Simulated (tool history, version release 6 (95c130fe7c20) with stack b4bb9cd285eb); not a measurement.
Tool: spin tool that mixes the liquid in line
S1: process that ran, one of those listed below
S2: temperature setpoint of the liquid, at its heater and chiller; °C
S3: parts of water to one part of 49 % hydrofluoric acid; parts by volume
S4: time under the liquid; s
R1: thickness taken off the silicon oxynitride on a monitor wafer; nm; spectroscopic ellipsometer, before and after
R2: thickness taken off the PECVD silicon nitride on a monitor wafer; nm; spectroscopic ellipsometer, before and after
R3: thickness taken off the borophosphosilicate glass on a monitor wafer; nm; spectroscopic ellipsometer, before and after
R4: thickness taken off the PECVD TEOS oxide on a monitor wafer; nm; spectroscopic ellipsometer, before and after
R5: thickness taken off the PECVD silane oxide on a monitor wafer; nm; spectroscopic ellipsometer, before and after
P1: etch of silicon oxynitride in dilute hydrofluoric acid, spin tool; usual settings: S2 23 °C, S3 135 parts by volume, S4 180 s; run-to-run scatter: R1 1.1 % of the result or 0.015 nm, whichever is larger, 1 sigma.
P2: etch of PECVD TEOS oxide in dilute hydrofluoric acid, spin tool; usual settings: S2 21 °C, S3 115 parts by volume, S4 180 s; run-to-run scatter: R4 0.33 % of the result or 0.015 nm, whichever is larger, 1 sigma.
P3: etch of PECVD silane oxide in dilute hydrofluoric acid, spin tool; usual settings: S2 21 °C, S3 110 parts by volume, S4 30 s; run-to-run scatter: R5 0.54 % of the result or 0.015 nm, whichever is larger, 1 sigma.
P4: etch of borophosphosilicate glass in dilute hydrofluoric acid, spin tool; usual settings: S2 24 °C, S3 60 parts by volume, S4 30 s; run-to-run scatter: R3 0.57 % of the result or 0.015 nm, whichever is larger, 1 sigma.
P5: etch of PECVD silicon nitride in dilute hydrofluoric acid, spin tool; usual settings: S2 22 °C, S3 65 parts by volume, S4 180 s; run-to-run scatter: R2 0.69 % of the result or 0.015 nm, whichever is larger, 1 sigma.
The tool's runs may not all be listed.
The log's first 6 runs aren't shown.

run 7 hour=85.7 | S1=P1 S2=23 S3=135 S4=180 | R1=2.365
run 8 hour=94.6 | S1=P1 S2=23 S3=135 S4=180 | R1=2.4312
run 9 hour=110.9 | S1=P4 S2=24 S3=60 S4=30 | R3=45.986
run 10 hour=124.5 | S1=P1 S2=23 S3=190 S4=25 | R1=0.25086
run 11 hour=137.8 | S1=P5 S2=22 S3=65 S4=180 | R2=4.132
run 12 hour=152.6 | S1=P5 S2=30 S3=65 S4=180 | R2=6.884
run 13 hour=169.4 | S1=P5 S2=22 S3=110 S4=180 | R2=2.4623
run 14 hour=185.1 | S1=P2 S2=21 S3=115 S4=265 | R4=23.629
run 15 hour=196.7 | S1=P1 S2=19 S3=135 S4=180 | R1=1.9848
run 16 hour=206.8 | S1=P1 S2=23 S3=135 S4=25 | R1=0.3386
run 17 hour=221.9 | S1=P4 S2=24 S3=85 S4=30 | R3=31.402
run 18 hour=234.1 | S1=P1 S2=23 S3=135 S4=180 | R1=2.4523
run 19 hour=248.2 | S1=P4 S2=24 S3=60 S4=60 | R3=92.568
run 20 hour=263.9 | S1=P2 S2=21 S3=20 S4=180 | R4=103.02
run 21 hour=275.6 | S1=P3 S2=21 S3=110 S4=60 | R5=19.144
run 22 hour=292.9 | S1=P1 S2=30.5 S3=135 S4=180 | R1=3.3585
run 23 hour=308.2 | S1=P2 S2=17 S3=115 S4=180 | R4=13.625
run 24 hour=324.1 | S1=P3 S2=21 S3=110 S4=30 | R5=9.5531
run 25 hour=332.9 | S1=P1 S2=23 S3=225 S4=180 | R1=1.3706
run 26 hour=344.1 | S1=P1 S2=23 S3=135 S4=180 | R1=2.4018
run 27 hour=360.5 | S1=P5 S2=22 S3=65 S4=180 | R2=4.0739

Run 28 comes next. What will it give?
run 28 hour=368.8 | S1=P4 S2=17.5 S3=60 S4=30 | R3=?

Run 28 gave R3 35.397 nm.
